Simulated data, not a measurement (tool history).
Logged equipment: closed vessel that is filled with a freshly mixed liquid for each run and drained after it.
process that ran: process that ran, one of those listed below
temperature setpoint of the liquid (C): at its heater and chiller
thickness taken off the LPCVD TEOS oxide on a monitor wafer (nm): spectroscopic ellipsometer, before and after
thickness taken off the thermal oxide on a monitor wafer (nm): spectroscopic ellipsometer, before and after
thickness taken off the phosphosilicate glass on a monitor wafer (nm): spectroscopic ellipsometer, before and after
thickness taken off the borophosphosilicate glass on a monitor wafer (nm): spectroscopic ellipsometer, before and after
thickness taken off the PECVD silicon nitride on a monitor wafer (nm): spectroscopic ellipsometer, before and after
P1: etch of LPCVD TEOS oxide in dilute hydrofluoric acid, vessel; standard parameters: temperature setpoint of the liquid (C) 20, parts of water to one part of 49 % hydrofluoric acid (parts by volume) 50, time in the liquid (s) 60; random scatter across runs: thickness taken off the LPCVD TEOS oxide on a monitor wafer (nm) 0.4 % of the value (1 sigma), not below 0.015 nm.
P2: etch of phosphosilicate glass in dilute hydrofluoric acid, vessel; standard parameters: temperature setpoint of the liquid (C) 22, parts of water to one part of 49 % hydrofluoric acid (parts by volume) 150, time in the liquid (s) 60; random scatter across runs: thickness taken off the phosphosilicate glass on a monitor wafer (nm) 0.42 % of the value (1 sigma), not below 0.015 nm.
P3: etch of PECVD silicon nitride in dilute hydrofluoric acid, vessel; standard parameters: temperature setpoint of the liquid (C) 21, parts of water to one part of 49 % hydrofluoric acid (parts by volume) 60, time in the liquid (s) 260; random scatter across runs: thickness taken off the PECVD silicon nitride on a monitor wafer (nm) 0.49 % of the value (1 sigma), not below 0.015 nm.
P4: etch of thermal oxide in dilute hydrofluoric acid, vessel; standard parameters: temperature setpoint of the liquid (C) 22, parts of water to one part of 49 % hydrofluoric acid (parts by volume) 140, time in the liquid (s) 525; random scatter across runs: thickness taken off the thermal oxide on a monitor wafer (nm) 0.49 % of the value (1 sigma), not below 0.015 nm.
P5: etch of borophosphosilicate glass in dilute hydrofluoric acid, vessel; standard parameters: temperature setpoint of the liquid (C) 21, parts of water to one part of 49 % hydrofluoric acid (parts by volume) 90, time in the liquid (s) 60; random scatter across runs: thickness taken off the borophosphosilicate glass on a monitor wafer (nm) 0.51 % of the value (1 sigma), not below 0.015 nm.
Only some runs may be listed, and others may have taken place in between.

run	hour	process that ran	temperature setpoint of the liquid (C)	parts of water to one part of 49 % hydrofluoric acid (parts by volume)	time in the liquid (s)	hours since the thermometer was replaced	hours since the hydrofluoric acid flow meter was replaced	thickness taken off the LPCVD TEOS oxide on a monitor wafer (nm)	thickness taken off the thermal oxide on a monitor wafer (nm)	thickness taken off the phosphosilicate glass on a monitor wafer (nm)	thickness taken off the borophosphosilicate glass on a monitor wafer (nm)	thickness taken off the PECVD silicon nitride on a monitor wafer (nm)
1	5.4	P1	20	50	60	467.6	851.5	61.905				
2	10.4	P4	22	140	895	472.6	856.5		26.233			
3	13.9	P2	30.5	150	60	476.1	860			38.887		
4	18.7	P1	17	50	105	480.9	864.8	94.572				
5	23.2	P1	20	50	60	485.4	869.3	61.442				
6	26.1	P5	21	20	60	488.3	872.2				164.12	
7	31.8	P1	20	50	60	494	877.9	62.079				
8	38.1	P1	20	50	60	500.3	884.2	61.449				
9	44.7	P1	20	50	60	506.9	890.8	61.725				
10	48.1	P3	21	60	260	510.3	894.2					6.8947
11	53.1	P1	17	30	60	515.3	899.2	92.069				
12	58.4	P3	21	60	505	520.6	904.5					13.431
13	64.4	P2	22	30	60	526.6	910.5			163.45		
14	71.1	P1	20	50	60	533.3	917.2	62.022				
15	76.4	P5	21	90	60	538.6	922.5				33.364	
16	81	P1	20	85	60	543.2	927.1	35.044				
17	85.5	P2	22	150	95	547.7	931.6			44.696		
18	91.9	P4	22	210	525	554.1	938		9.4849			
19	96.6	P1	20	20	60	558.8	942.7	159.47				
20	100.3	P5	21	90	105	562.5	946.4				58.423	
21	105.5	P1	20	20	30	567.7	951.6	79.372				
22	109.8	P1	20	50	85	572	955.9	87.112				
23	114.6	P1	20	50	30	576.8	960.7	30.93				
24	118.5	P1	27.5	50	60	580.7	964.6	84.036				
25	124.7	P3	21	100	260	586.9	970.8					4.1897
26	130.1	P5	25	90	60	592.3	976.2				39.152	
27	135.4	P3	17	60	260	597.6	981.5					5.2315
28	141.3	P2	22	150	60	603.5	987.4			27.996		
29	145.9	P1	17	50	60	608.1	992	54.193				
30	151.8	P4	22	140	525	614	997.9		15.422			
31	155.6	P3	21	60	260	617.8	1001.7					6.9365
32	161.7	P4	18	140	525	623.9	1007.8		13.135			
33	164.6	P1	20	50	60	626.8	1010.7	61.5				
34	169.2	P1	20	50	60	631.4	1015.3	63.035				
35	173.2	P1	20	50	60	635.4	1019.3	64.349				
36	178.1	P1	20	50	60	640.3	1024.2	65.303				
37	181.4	P1	20	50	60	643.6	1027.5	65.646				
38	184.5	P1	20	50	60	646.7	1030.6	66.108				
39	187.5	P1	20	50	60	649.7	1033.6	65.834				
40	193.8	P1	20	50	60	656	1039.9	66.536				
41	198.5	P1	20	50	60	660.7	1044.6	66.301				
42	204.2	P1	20	50	60	666.4	1050.3	65.864				
43	209.5	P1	20	50	60	671.7	1055.6	66.278				

P1 has crept away from where it was. The log is fitted equally well by each of these 2 causes, at the sizes shown:
A: liquid hotter than its thermometer reads (K) = 1.8
B: hydrofluoric acid flow above the setpoint (%) = 7.42
Onset of the creep was near hour 164.6.

Of the 4 check runs listed below, each run on one wafer and each result written as a question mark, which would let you distinguish the listed causes because they would give clearly different results?
check 1	214.8	P2	29.5	45	60					?		
check 2	214.8	P5	21	90	105						?	
check 3	214.8	P4	19	140	810				?			
check 4	214.8	P3	17	90	260							?

Predicted outcomes, by check and by cause:
check	result	if A	if B
check 1	thickness taken off the phosphosilicate glass on a monitor wafer (nm)	155.11	155.99
check 2	thickness taken off the borophosphosilicate glass on a monitor wafer (nm)	62.646	63.003
check 3	thickness taken off the thermal oxide on a monitor wafer (nm)	22.733	22.948
check 4	thickness taken off the PECVD silicon nitride on a monitor wafer (nm)	4.0108	3.7935
Distance between the nearest two causes, measured in the result of the check that separates them most: check 1 0.56 %; check 2 0.57 %; check 3 0.94 %; check 4 5.57 %
Check 4 tells the causes apart: in the others they would give nearly the same result.

Check 4 was carried out, with these results: thickness taken off the PECVD silicon nitride on a monitor wafer (nm) 3.9959. Which of the listed causes is responsible?

A is the cause: liquid hotter than its thermometer reads (K).

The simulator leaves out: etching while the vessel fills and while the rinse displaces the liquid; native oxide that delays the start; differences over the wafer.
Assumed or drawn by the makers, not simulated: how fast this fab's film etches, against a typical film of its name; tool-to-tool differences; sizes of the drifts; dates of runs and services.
